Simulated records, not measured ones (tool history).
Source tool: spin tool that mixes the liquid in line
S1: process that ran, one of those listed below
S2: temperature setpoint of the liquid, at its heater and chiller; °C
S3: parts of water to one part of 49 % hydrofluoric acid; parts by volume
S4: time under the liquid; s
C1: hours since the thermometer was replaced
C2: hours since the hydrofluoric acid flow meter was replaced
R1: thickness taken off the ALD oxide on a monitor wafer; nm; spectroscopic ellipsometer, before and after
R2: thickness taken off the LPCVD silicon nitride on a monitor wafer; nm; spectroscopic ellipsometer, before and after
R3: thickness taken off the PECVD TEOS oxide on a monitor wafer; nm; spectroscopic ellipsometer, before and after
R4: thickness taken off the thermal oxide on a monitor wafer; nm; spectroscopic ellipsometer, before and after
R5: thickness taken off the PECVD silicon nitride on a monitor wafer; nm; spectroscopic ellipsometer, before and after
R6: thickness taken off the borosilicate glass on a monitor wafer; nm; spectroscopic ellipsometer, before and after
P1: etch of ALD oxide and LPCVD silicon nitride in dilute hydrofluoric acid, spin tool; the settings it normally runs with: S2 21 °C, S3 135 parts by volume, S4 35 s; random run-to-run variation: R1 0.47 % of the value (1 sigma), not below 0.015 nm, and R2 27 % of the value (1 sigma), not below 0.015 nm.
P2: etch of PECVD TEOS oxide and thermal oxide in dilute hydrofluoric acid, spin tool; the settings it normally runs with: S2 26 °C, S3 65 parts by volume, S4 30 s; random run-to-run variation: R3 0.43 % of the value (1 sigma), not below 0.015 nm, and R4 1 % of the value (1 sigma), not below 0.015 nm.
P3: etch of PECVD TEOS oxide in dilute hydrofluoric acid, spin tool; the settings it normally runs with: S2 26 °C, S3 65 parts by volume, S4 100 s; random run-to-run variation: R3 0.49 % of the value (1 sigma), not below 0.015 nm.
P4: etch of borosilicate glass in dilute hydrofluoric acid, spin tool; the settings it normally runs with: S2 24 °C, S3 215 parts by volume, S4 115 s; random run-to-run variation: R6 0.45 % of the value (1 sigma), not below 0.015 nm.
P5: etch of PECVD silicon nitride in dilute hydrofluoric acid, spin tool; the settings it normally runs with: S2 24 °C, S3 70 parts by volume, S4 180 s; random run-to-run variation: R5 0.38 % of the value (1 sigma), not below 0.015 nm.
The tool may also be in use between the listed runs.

run 1 day=0.15 | S1=P1 S2=21 S3=135 S4=35 | C1=327.6 C2=419 | R1=5.6875 R2=0.089715
run 2 day=0.304 | S1=P1 S2=17 S3=135 S4=35 | C1=331.3 C2=422.7 | R1=4.8313 R2=0.021199
run 3 day=0.512 | S1=P2 S2=26 S3=65 S4=30 | C1=336.3 C2=427.7 | R3=8.2651 R4=2.6658
run 4 day=0.721 | S1=P1 S2=21 S3=135 S4=35 | C1=341.3 C2=432.7 | R1=5.7494 R2=0.077425
run 5 day=0.938 | S1=P3 S2=26 S3=65 S4=100 | C1=346.5 C2=437.9 | R3=17.346
run 6 day=1.096 | S1=P2 S2=26 S3=65 S4=15 | C1=350.3 C2=441.7 | R3=4.1305 R4=1.3145
run 7 day=1.258 | S1=P1 S2=17 S3=135 S4=55 | C1=354.2 C2=445.6 | R1=7.6364 R2=0.11938
run 8 day=1.512 | S1=P5 S2=24 S3=70 S4=355 | C1=360.3 C2=451.7 | R5=11.06
run 9 day=1.675 | S1=P4 S2=24 S3=100 S4=115 | C1=364.2 C2=455.6 | R6=40.261
run 10 day=1.842 | S1=P2 S2=26 S3=35 S4=30 | C1=368.2 C2=459.6 | R3=15.993 R4=5.2415
run 11 day=2.146 | S1=P3 S2=26 S3=65 S4=35 | C1=375.5 C2=466.9 | R3=6.0937
run 12 day=2.375 | S1=P1 S2=21 S3=135 S4=15 | C1=381 C2=472.4 | R1=2.4748 R2=0.061106
run 13 day=2.55 | S1=P5 S2=31 S3=70 S4=180 | C1=385.2 C2=476.6 | R5=8.9181
run 14 day=2.717 | S1=P1 S2=21 S3=245 S4=35 | C1=389.2 C2=480.6 | R1=2.787 R2=0.075728
run 15 day=3.033 | S1=P1 S2=21 S3=135 S4=35 | C1=396.8 C2=488.2 | R1=5.692 R2=0.052046
run 16 day=3.288 | S1=P1 S2=21 S3=135 S4=35 | C1=402.9 C2=494.3 | R1=5.751 R2=0.10256
run 17 day=3.512 | S1=P3 S2=26 S3=95 S4=100 | C1=408.3 C2=499.7 | R3=11.473
run 18 day=3.825 | S1=P4 S2=24 S3=215 S4=115 | C1=415.8 C2=507.2 | R6=16.358
run 19 day=4.071 | S1=P4 S2=18.5 S3=215 S4=115 | C1=421.7 C2=513.1 | R6=13.177
run 20 day=4.254 | S1=P1 S2=21 S3=135 S4=65 | C1=426.1 C2=517.5 | R1=10.579 R2=0.17914
run 21 day=4.529 | S1=P4 S2=24 S3=215 S4=115 | C1=432.7 C2=524.1 | R6=16.44
run 22 day=4.708 | S1=P2 S2=26 S3=65 S4=30 | C1=437 C2=528.4 | R3=8.2811 R4=2.6771
run 23 day=4.867 | S1=P3 S2=32 S3=65 S4=100 | C1=440.8 C2=532.2 | R3=22.069
run 24 day=5.112 | S1=P5 S2=24 S3=25 S4=180 | C1=446.7 C2=538.1 | R5=15.438
run 25 day=5.4 | S1=P1 S2=21 S3=80 S4=35 | C1=453.6 C2=545 | R1=10.312 R2=0.15234
run 26 day=5.571 | S1=P1 S2=21 S3=135 S4=35 | C1=457.7 C2=549.1 | R1=5.7181 R2=0.091158
run 27 day=5.858 | S1=P4 S2=24 S3=215 S4=185 | C1=464.6 C2=556 | R6=25.984
run 28 day=6.167 | S1=P2 S2=20 S3=65 S4=30 | C1=472 C2=563.4 | R3=6.4304 R4=2.0593
run 29 day=6.338 | S1=P1 S2=25 S3=135 S4=35 | C1=476.1 C2=567.5 | R1=6.6685 R2=0.2361
run 30 day=6.525 | S1=P3 S2=26 S3=65 S4=100 | C1=480.6 C2=572 | R3=17.401
run 31 day=6.817 | S1=P5 S2=24 S3=70 S4=180 | C1=487.6 C2=579 | R5=5.6464
run 32 day=7.071 | S1=P1 S2=21 S3=135 S4=35 | C1=493.7 C2=585.1 | R1=5.6605 R2=0.061259
run 33 day=7.262 | S1=P1 S2=21 S3=215 S4=15 | C1=498.3 C2=589.7 | R1=1.437 R2=0.019539
run 34 day=7.462 | S1=P1 S2=21 S3=135 S4=35 | C1=503.1 C2=594.5 | R1=5.6473 R2=0.13865
run 35 day=7.742 | S1=P1 S2=21 S3=135 S4=35 | C1=509.8 C2=601.2 | R1=5.7917 R2=0.12459
run 36 day=7.979 | S1=P1 S2=21 S3=135 S4=35 | C1=515.5 C2=606.9 | R1=5.894 R2=0.087496
run 37 day=8.283 | S1=P1 S2=21 S3=135 S4=35 | C1=522.8 C2=614.2 | R1=5.9706 R2=0.046317
run 38 day=8.571 | S1=P1 S2=21 S3=135 S4=35 | C1=529.7 C2=621.1 | R1=6.0521 R2=0.08301
run 39 day=8.804 | S1=P1 S2=21 S3=135 S4=35 | C1=535.3 C2=626.7 | R1=6.0685 R2=0.077743
run 40 day=9.038 | S1=P1 S2=21 S3=135 S4=35 | C1=540.9 C2=632.3 | R1=6.0158 R2=0.10021
run 41 day=9.217 | S1=P1 S2=21 S3=135 S4=35 | C1=545.2 C2=636.6 | R1=6.0214 R2=0.1042
run 42 day=9.446 | S1=P1 S2=21 S3=135 S4=35 | C1=550.7 C2=642.1 | R1=6.0119 R2=0.10069
run 43 day=9.638 | S1=P1 S2=21 S3=135 S4=35 | C1=555.3 C2=646.7 | R1=6.0588 R2=0.10502
run 44 day=9.862 | S1=P1 S2=21 S3=135 S4=35 | C1=560.7 C2=652.1 | R1=6.0472 R2=0.055163
run 45 day=10.05 | S1=P1 S2=21 S3=135 S4=35 | C1=565.2 C2=656.6 | R1=6.0488 R2=0.090005

Something has made what P1 gives creep away from where it was; the 2 causes below, each at its own stated size, fit the log equally well:
A: hydrofluoric acid flow above the setpoint (%) = 5.02
B: liquid hotter than its thermometer reads (K) = 1.42
The gradual shift began around day 7.462.

Which of the 4 check runs listed below separates the causes, so that each cause would produce a clearly different result? Each run uses one wafer, and its results are marked with question marks.
run check 1 day=10.238 | S1=P3 S2=26 S3=65 S4=100 | R3=?
run check 2 day=10.238 | S1=P5 S2=24 S3=70 S4=180 | R5=?
run check 3 day=10.238 | S1=P4 S2=24 S3=215 S4=115 | R6=?
run check 4 day=10.238 | S1=P2 S2=26 S3=65 S4=30 | R3=? R4=?

What every check run would give for each of its results, assuming each possible cause in turn:
check=check_1 result=R3 if_A=18.318 if_B=18.377
check=check_2 result=R5 if_A=5.9259 if_B=6.2055
check=check_3 result=R6 if_A=17.313 if_B=17.168
check=check_4 result=R3 if_A=8.72 if_B=8.7479
check=check_4 result=R4 if_A=2.8254 if_B=2.8344
Gap, in per cent, between the two causes that each check separates least, read from the result that separates them most: check 1 0.32 %; check 2 4.61 %; check 3 0.84 %; check 4 0.32 %
Check 2 distinguishes between the causes, while the remaining checks would return nearly the same result for all of them.

Running check 2 produced the following: R5 5.9442 nm. Which one of the listed causes fits?

It is A: hydrofluoric acid flow above the setpoint (%).

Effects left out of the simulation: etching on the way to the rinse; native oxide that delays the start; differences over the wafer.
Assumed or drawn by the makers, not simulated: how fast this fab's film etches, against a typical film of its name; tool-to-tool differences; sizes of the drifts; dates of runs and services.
